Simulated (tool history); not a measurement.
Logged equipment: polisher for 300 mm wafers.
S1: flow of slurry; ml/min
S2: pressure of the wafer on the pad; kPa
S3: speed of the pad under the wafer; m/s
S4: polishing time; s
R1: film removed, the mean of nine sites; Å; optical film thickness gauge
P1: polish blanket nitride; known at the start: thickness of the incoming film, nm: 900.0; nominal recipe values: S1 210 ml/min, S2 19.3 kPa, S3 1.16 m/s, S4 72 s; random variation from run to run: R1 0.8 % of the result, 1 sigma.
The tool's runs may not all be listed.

run	hour	S1	S2	S3	S4	R1
1	13.7	210	19.3	1.16	72	1077.4
2	20.9	210	19.3	1.16	72	1069.2
3	31.2	210	9	1.16	72	501.5
4	38.8	210	19.3	0.8	72	808.93
5	52.1	125	19.3	1.16	72	996.68
6	65.7	330	19.3	1.16	72	1135.7
7	76.4	210	12.4	0.52	72	367.16
8	84	210	19.3	1.16	32	481.19
9	91.6	210	19.3	1.16	72	1077.4
10	102	210	19.3	1.56	72	1368.1
11	110.1	210	19.3	1.16	72	1082.6
12	119.5	270	19.3	0.68	72	718.59
13	132	210	28.3	1.16	72	1586.3
14	146	210	19.3	1.16	96	1449.7
15	159	210	19.3	1.16	72	1082.8
16	167	125	19.3	1.44	72	1185.4
17	182	210	19.3	1.16	72	1074.5
18	190.7	210	19.3	1.16	72	1051.7
19	197.9	210	19.3	1.16	72	1055.3
20	208.4	210	19.3	1.16	72	1040.5
21	223	210	19.3	1.16	72	1021.9
# hour 226.5: worn pad replaced by a new one
22	237.5	210	19.3	1.16	72	1043.5
23	247.8	210	19.3	1.16	72	1032.6
24	259.2	210	19.3	1.16	72	1009.9
25	267	210	19.3	1.16	72	1028.1
26	281.9	210	19.3	1.16	72	1027.7

What P1 gives has crept away from where it was. These 2 causes fit the log equally well, each at the size given:
A: slurry flow missing at the pad, % = 30.6
B: head's pressure below its setpoint, % = 5.3
At approximately hour 182, the process output began to creep.
Each remaining cause and why it is not a fit:
removal rate lost through wear of the pad, %: serviced at hour 226.5, which brought nothing back

4 check runs are offered, each on 3 wafers whose results are averaged, their results left as question marks. Which one tells the causes apart?
check 1	296.8	125	28.3	1.16	72	?
check 2	296.8	210	19.3	0.8	72	?
check 3	296.8	210	14.5	1.16	72	?
check 4	296.8	210	10.3	1.16	72	?

What every check run would give for each of its results, assuming each possible cause in turn:
check	result	if A	if B
check 1	R1	1331.4	1376
check 2	R1	758.86	758.92
check 3	R1	766.16	766.21
check 4	R1	547.26	547.3
Smallest distance between any two causes, each pair judged by its most separating result, in per cent: check 1 3.3 %; check 2 0.01 %; check 3 0.01 %; check 4 0.01 %
The causes can be told apart only by check 1. The other checks would give nearly the same results under each of them.

Check 1 has now been run. It gave: R1 1364.7 Å. Which of the candidate causes is it?

The correct cause is B, namely: head's pressure below its setpoint, %.

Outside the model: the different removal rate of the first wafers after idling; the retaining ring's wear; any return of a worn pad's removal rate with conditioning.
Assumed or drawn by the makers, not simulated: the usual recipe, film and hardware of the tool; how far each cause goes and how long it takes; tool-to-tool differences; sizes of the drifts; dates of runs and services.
